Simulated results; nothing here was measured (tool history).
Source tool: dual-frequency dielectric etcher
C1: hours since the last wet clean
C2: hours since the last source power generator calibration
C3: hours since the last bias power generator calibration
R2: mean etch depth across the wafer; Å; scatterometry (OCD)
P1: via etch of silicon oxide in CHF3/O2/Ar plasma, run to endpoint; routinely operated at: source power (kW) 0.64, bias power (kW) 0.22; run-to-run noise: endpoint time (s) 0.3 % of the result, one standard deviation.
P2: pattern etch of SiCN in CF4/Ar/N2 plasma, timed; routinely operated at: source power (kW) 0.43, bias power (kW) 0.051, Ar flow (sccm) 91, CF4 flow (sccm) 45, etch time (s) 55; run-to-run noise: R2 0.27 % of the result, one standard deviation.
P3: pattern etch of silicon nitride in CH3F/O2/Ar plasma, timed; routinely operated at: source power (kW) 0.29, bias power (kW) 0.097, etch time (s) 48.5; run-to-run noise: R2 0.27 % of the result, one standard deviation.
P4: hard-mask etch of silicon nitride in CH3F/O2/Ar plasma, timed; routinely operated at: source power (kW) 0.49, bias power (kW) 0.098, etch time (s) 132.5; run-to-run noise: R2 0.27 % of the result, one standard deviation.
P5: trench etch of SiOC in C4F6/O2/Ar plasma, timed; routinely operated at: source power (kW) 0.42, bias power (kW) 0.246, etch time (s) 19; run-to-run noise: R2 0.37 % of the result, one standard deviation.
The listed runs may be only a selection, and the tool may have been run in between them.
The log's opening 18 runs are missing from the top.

run 19 hour=261.5 | process_that_ran=P1 source_power_(kW)=0.64 bias_power_(kW)=0.22 | C1=434.4 C2=1932.1 C3=475.8 | endpoint_time_(s)=354.02
run 20 hour=272.2 | process_that_ran=P2 source_power_(kW)=0.43 bias_power_(kW)=0.07 etch_time_(s)=55 Ar_flow_(sccm)=91 CF4_flow_(sccm)=45 | C1=445.1 C2=1942.8 C3=486.5 | R2=425.63
run 21 hour=280.1 | process_that_ran=P5 source_power_(kW)=0.27 bias_power_(kW)=0.246 etch_time_(s)=19 | C1=453 C2=1950.7 C3=494.4 | R2=374.8
run 22 hour=291.4 | process_that_ran=P4 source_power_(kW)=0.49 bias_power_(kW)=0.098 etch_time_(s)=77 | C1=464.3 C2=1962 C3=505.7 | R2=652.84
run 23 hour=305.4 | process_that_ran=P1 source_power_(kW)=0.64 bias_power_(kW)=0.22 | C1=478.3 C2=1976 C3=519.7 | endpoint_time_(s)=355.33
-- hour=315.6 bias power generator calibrated
run 24 hour=322.5 | process_that_ran=P1 source_power_(kW)=0.64 bias_power_(kW)=0.22 | C1=495.4 C2=1993.1 C3=6.9 | endpoint_time_(s)=356.68
run 25 hour=332.7 | process_that_ran=P5 source_power_(kW)=0.42 bias_power_(kW)=0.246 etch_time_(s)=27.5 | C1=505.6 C2=2003.3 C3=17.1 | R2=646.14
run 26 hour=346.2 | process_that_ran=P4 source_power_(kW)=0.49 bias_power_(kW)=0.098 etch_time_(s)=132.5 | C1=519.1 C2=2016.8 C3=30.6 | R2=1120.3
run 27 hour=357.4 | process_that_ran=P1 source_power_(kW)=0.64 bias_power_(kW)=0.286 | C1=530.3 C2=2028 C3=41.8 | endpoint_time_(s)=321.47
run 28 hour=370.5 | process_that_ran=P3 source_power_(kW)=0.29 bias_power_(kW)=0.097 etch_time_(s)=73 | C1=543.4 C2=2041.1 C3=54.9 | R2=503.14
run 29 hour=384.6 | process_that_ran=P1 source_power_(kW)=0.81 bias_power_(kW)=0.283 | C1=557.5 C2=2055.2 C3=69 | endpoint_time_(s)=296.08
run 30 hour=395.4 | process_that_ran=P2 source_power_(kW)=0.43 bias_power_(kW)=0.051 etch_time_(s)=55 Ar_flow_(sccm)=91 CF4_flow_(sccm)=58 | C1=568.3 C2=2066 C3=79.8 | R2=395.65
run 31 hour=411 | process_that_ran=P1 source_power_(kW)=0.64 bias_power_(kW)=0.22 | C1=583.9 C2=2081.6 C3=95.4 | endpoint_time_(s)=355.61
run 32 hour=426.7 | process_that_ran=P1 source_power_(kW)=0.64 bias_power_(kW)=0.22 | C1=599.6 C2=2097.3 C3=111.1 | endpoint_time_(s)=351.82
run 33 hour=440.3 | process_that_ran=P1 source_power_(kW)=0.64 bias_power_(kW)=0.22 | C1=613.2 C2=2110.9 C3=124.7 | endpoint_time_(s)=349.66

Predict the results of run 34:
run 34 hour=457.1 | process_that_ran=P1 source_power_(kW)=0.64 bias_power_(kW)=0.22 | C1=630 C2=2127.7 C3=141.5 | endpoint_time_(s)=?

{"run 34": {"endpoint time (s)": 349.67}}

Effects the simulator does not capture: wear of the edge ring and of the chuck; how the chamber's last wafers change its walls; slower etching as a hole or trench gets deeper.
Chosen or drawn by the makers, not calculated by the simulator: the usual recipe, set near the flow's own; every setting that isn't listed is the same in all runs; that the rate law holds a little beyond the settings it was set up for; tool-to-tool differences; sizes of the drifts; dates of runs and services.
